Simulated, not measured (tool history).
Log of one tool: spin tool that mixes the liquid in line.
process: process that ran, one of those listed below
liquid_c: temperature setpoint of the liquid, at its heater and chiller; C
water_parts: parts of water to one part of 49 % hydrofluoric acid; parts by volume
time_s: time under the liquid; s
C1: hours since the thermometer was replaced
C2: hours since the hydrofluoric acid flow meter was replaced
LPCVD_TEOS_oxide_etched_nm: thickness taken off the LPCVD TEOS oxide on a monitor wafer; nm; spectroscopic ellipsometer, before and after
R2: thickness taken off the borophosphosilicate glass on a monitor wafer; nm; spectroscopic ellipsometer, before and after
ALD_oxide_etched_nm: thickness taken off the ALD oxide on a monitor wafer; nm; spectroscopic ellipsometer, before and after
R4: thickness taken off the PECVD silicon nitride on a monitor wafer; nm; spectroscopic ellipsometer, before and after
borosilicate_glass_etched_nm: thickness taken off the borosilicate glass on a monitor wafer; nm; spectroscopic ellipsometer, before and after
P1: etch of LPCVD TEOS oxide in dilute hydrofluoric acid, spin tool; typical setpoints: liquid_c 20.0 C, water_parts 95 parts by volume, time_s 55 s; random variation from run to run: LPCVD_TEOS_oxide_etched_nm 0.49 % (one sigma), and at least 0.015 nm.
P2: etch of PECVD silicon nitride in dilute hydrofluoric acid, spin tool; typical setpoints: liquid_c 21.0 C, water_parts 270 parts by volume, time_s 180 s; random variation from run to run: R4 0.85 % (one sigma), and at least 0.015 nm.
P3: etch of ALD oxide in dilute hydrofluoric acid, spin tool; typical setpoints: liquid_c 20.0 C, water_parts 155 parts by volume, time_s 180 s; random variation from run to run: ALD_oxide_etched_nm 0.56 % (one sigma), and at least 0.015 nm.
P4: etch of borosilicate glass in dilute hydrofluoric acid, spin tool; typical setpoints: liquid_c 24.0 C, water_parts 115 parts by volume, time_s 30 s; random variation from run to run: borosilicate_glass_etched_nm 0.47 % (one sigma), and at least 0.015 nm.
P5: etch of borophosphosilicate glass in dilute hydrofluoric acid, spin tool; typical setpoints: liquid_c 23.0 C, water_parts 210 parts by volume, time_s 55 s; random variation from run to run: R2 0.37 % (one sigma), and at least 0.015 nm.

Run 1, hour 2.3: process P1, liquid_c 20.0 C, water_parts 95 parts by volume, time_s 55 s; C1 692.8; C2 801.7. Result: LPCVD_TEOS_oxide_etched_nm 16.1470 nm.
Run 2, hour 7.5: process P5, liquid_c 23.0 C, water_parts 210 parts by volume, time_s 55 s; C1 698.0; C2 806.9. Result: R2 10.715 nm.
Run 3, hour 11.1: process P5, liquid_c 23.0 C, water_parts 210 parts by volume, time_s 100 s; C1 701.6; C2 810.5. Result: R2 19.422 nm.
Run 4, hour 14.8: process P1, liquid_c 20.0 C, water_parts 95 parts by volume, time_s 55 s; C1 705.3; C2 814.2. Result: LPCVD_TEOS_oxide_etched_nm 16.2080 nm.
Run 5, hour 17.2: process P1, liquid_c 17.0 C, water_parts 95 parts by volume, time_s 55 s; C1 707.7; C2 816.6. Result: LPCVD_TEOS_oxide_etched_nm 14.1320 nm.
Run 6, hour 21.4: process P3, liquid_c 17.0 C, water_parts 155 parts by volume, time_s 180 s; C1 711.9; C2 820.8. Result: ALD_oxide_etched_nm 10.6920 nm.
Run 7, hour 26.4: process P3, liquid_c 20.0 C, water_parts 240 parts by volume, time_s 180 s; C1 716.9; C2 825.8. Result: ALD_oxide_etched_nm 7.2185 nm.
Run 8, hour 29.1: process P1, liquid_c 27.5 C, water_parts 95 parts by volume, time_s 55 s; C1 719.6; C2 828.5. Result: LPCVD_TEOS_oxide_etched_nm 21.6230 nm.
Run 9, hour 33.8: process P1, liquid_c 20.0 C, water_parts 140 parts by volume, time_s 55 s; C1 724.3; C2 833.2. Result: LPCVD_TEOS_oxide_etched_nm 10.4080 nm.
Run 10, hour 37.8: process P1, liquid_c 20.0 C, water_parts 40 parts by volume, time_s 55 s; C1 728.3; C2 837.2. Result: LPCVD_TEOS_oxide_etched_nm 40.6860 nm.
Run 11, hour 40.6: process P1, liquid_c 20.0 C, water_parts 95 parts by volume, time_s 55 s; C1 731.1; C2 840.0. Result: LPCVD_TEOS_oxide_etched_nm 15.9450 nm.
Run 12, hour 43.6: process P3, liquid_c 20.0 C, water_parts 155 parts by volume, time_s 180 s; C1 734.1; C2 843.0. Result: ALD_oxide_etched_nm 12.1290 nm.
Run 13, hour 48.6: process P1, liquid_c 24.0 C, water_parts 50 parts by volume, time_s 55 s; C1 739.1; C2 848.0. Result: LPCVD_TEOS_oxide_etched_nm 38.0070 nm.
Run 14, hour 52.8: process P2, liquid_c 21.0 C, water_parts 270 parts by volume, time_s 50 s; C1 743.3; C2 852.2. Result: R4 0.71939 nm.
Run 15, hour 57.2: process P4, liquid_c 24.0 C, water_parts 115 parts by volume, time_s 55 s; C1 747.7; C2 856.6. Result: borosilicate_glass_etched_nm 14.2770 nm.
Run 16, hour 59.8: process P1, liquid_c 17.0 C, water_parts 40 parts by volume, time_s 55 s; C1 750.3; C2 859.2. Result: LPCVD_TEOS_oxide_etched_nm 35.9290 nm.
Run 17, hour 65.0: process P5, liquid_c 23.0 C, water_parts 110 parts by volume, time_s 55 s; C1 755.5; C2 864.4. Result: R2 22.740 nm.
Run 18, hour 67.9: process P1, liquid_c 20.0 C, water_parts 95 parts by volume, time_s 55 s; C1 758.4; C2 867.3. Result: LPCVD_TEOS_oxide_etched_nm 15.9570 nm.
Run 19, hour 71.1: process P1, liquid_c 20.0 C, water_parts 95 parts by volume, time_s 15 s; C1 761.6; C2 870.5. Result: LPCVD_TEOS_oxide_etched_nm 4.3665 nm.
Run 20, hour 75.4: process P1, liquid_c 20.0 C, water_parts 95 parts by volume, time_s 90 s; C1 765.9; C2 874.8. Result: LPCVD_TEOS_oxide_etched_nm 26.3120 nm.
At hour 76.6: thermometer replaced.
Run 21, hour 79.9: process P2, liquid_c 26.0 C, water_parts 270 parts by volume, time_s 180 s; C1 3.4; C2 879.3. Result: R4 3.55140 nm.
Run 22, hour 84.5: process P4, liquid_c 24.0 C, water_parts 55 parts by volume, time_s 30 s; C1 8.0; C2 883.9. Result: borosilicate_glass_etched_nm 17.7560 nm.
Run 23, hour 87.3: process P4, liquid_c 24.0 C, water_parts 115 parts by volume, time_s 30 s; C1 10.8; C2 886.7. Result: borosilicate_glass_etched_nm 7.9140 nm.
Run 24, hour 91.8: process P1, liquid_c 20.0 C, water_parts 95 parts by volume, time_s 55 s; C1 15.3; C2 891.2. Result: LPCVD_TEOS_oxide_etched_nm 16.1710 nm.
Run 25, hour 95.8: process P4, liquid_c 17.0 C, water_parts 115 parts by volume, time_s 30 s; C1 19.3; C2 895.2. Result: borosilicate_glass_etched_nm 5.9198 nm.
Run 26, hour 99.4: process P5, liquid_c 29.5 C, water_parts 210 parts by volume, time_s 55 s; C1 22.9; C2 898.8. Result: R2 13.407 nm.
Run 27, hour 104.5: process P3, liquid_c 20.0 C, water_parts 155 parts by volume, time_s 100 s; C1 28.0; C2 903.9. Result: ALD_oxide_etched_nm 6.7248 nm.
Run 28, hour 108.9: process P4, liquid_c 24.0 C, water_parts 115 parts by volume, time_s 30 s; C1 32.4; C2 908.3. Result: borosilicate_glass_etched_nm 7.9060 nm.
Run 29, hour 113.0: process P2, liquid_c 21.0 C, water_parts 270 parts by volume, time_s 180 s; C1 36.5; C2 912.4. Result: R4 2.57590 nm.
Run 30, hour 117.3: process P1, liquid_c 20.0 C, water_parts 95 parts by volume, time_s 55 s; C1 40.8; C2 916.7. Result: LPCVD_TEOS_oxide_etched_nm 16.1100 nm.
Run 31, hour 120.4: process P2, liquid_c 21.0 C, water_parts 45 parts by volume, time_s 180 s; C1 43.9; C2 919.8. Result: R4 15.14900 nm.
Run 32, hour 123.3: process P1, liquid_c 20.0 C, water_parts 95 parts by volume, time_s 55 s; C1 46.8; C2 922.7. Result: LPCVD_TEOS_oxide_etched_nm 16.0270 nm.
Run 33, hour 127.2: process P1, liquid_c 20.0 C, water_parts 95 parts by volume, time_s 55 s; C1 50.7; C2 926.6. Result: LPCVD_TEOS_oxide_etched_nm 15.4720 nm.
Run 34, hour 131.5: process P1, liquid_c 20.0 C, water_parts 95 parts by volume, time_s 55 s; C1 55.0; C2 930.9. Result: LPCVD_TEOS_oxide_etched_nm 15.2680 nm.
Run 35, hour 136.2: process P1, liquid_c 20.0 C, water_parts 95 parts by volume, time_s 55 s; C1 59.7; C2 935.6. Result: LPCVD_TEOS_oxide_etched_nm 14.8200 nm.
Run 36, hour 141.5: process P1, liquid_c 20.0 C, water_parts 95 parts by volume, time_s 55 s; C1 65.0; C2 940.9. Result: LPCVD_TEOS_oxide_etched_nm 14.7940 nm.
Run 37, hour 144.0: process P1, liquid_c 20.0 C, water_parts 95 parts by volume, time_s 55 s; C1 67.5; C2 943.4. Result: LPCVD_TEOS_oxide_etched_nm 14.6570 nm.
Run 38, hour 147.8: process P1, liquid_c 20.0 C, water_parts 95 parts by volume, time_s 55 s; C1 71.3; C2 947.2. Result: LPCVD_TEOS_oxide_etched_nm 14.6460 nm.
Run 39, hour 150.7: process P1, liquid_c 20.0 C, water_parts 95 parts by volume, time_s 55 s; C1 74.2; C2 950.1. Result: LPCVD_TEOS_oxide_etched_nm 14.6040 nm.
Run 40, hour 153.6: process P1, liquid_c 20.0 C, water_parts 95 parts by volume, time_s 55 s; C1 77.1; C2 953.0. Result: LPCVD_TEOS_oxide_etched_nm 14.5010 nm.
Run 41, hour 158.1: process P1, liquid_c 20.0 C, water_parts 95 parts by volume, time_s 55 s; C1 81.6; C2 957.5. Result: LPCVD_TEOS_oxide_etched_nm 14.5180 nm.

The output of P1 has drifted from where it used to be. Each of the 2 causes below, taken at the size shown beside it, accounts for the log equally well:
A: hydrofluoric acid flow below the setpoint (%) = 8.69
B: liquid colder than its thermometer reads (K) = 2.43
At approximately hour 123.3, the process output began to creep.

Listed below are the offered check runs, one wafer per run, with question marks in place of results. For which of them would the causes give clearly different outcomes?
Run check 1, hour 162.6: process P4, liquid_c 18.0 C, water_parts 115 parts by volume, time_s 30 s. Result: borosilicate_glass_etched_nm ?.
Run check 2, hour 162.6: process P3, liquid_c 17.0 C, water_parts 155 parts by volume, time_s 180 s. Result: ALD_oxide_etched_nm ?.
Run check 3, hour 162.6: process P2, liquid_c 21.0 C, water_parts 65 parts by volume, time_s 65 s. Result: R4 ?.
Run check 4, hour 162.6: process P5, liquid_c 23.0 C, water_parts 130 parts by volume, time_s 80 s. Result: R2 ?.

Expected result of each check under each candidate cause:
  check                        result     if A     if B
check 1  borosilicate_glass_etched_nm   5.5643   5.5663
check 2           ALD_oxide_etched_nm   9.6093   9.6522
check 3                            R4  3.48260  3.21750
check 4                            R2   24.540   24.755
Smallest distance between any two causes, each pair judged by its most separating result, in per cent: check 1 0.04 %; check 2 0.45 %; check 3 7.92 %; check 4 0.87 %
Only check 3 tells the causes apart: in the others they would give nearly the same result.

Then check 3 was run and gave: R4 3.21190 nm. Which cause is it?

It is B: liquid colder than its thermometer reads (K).

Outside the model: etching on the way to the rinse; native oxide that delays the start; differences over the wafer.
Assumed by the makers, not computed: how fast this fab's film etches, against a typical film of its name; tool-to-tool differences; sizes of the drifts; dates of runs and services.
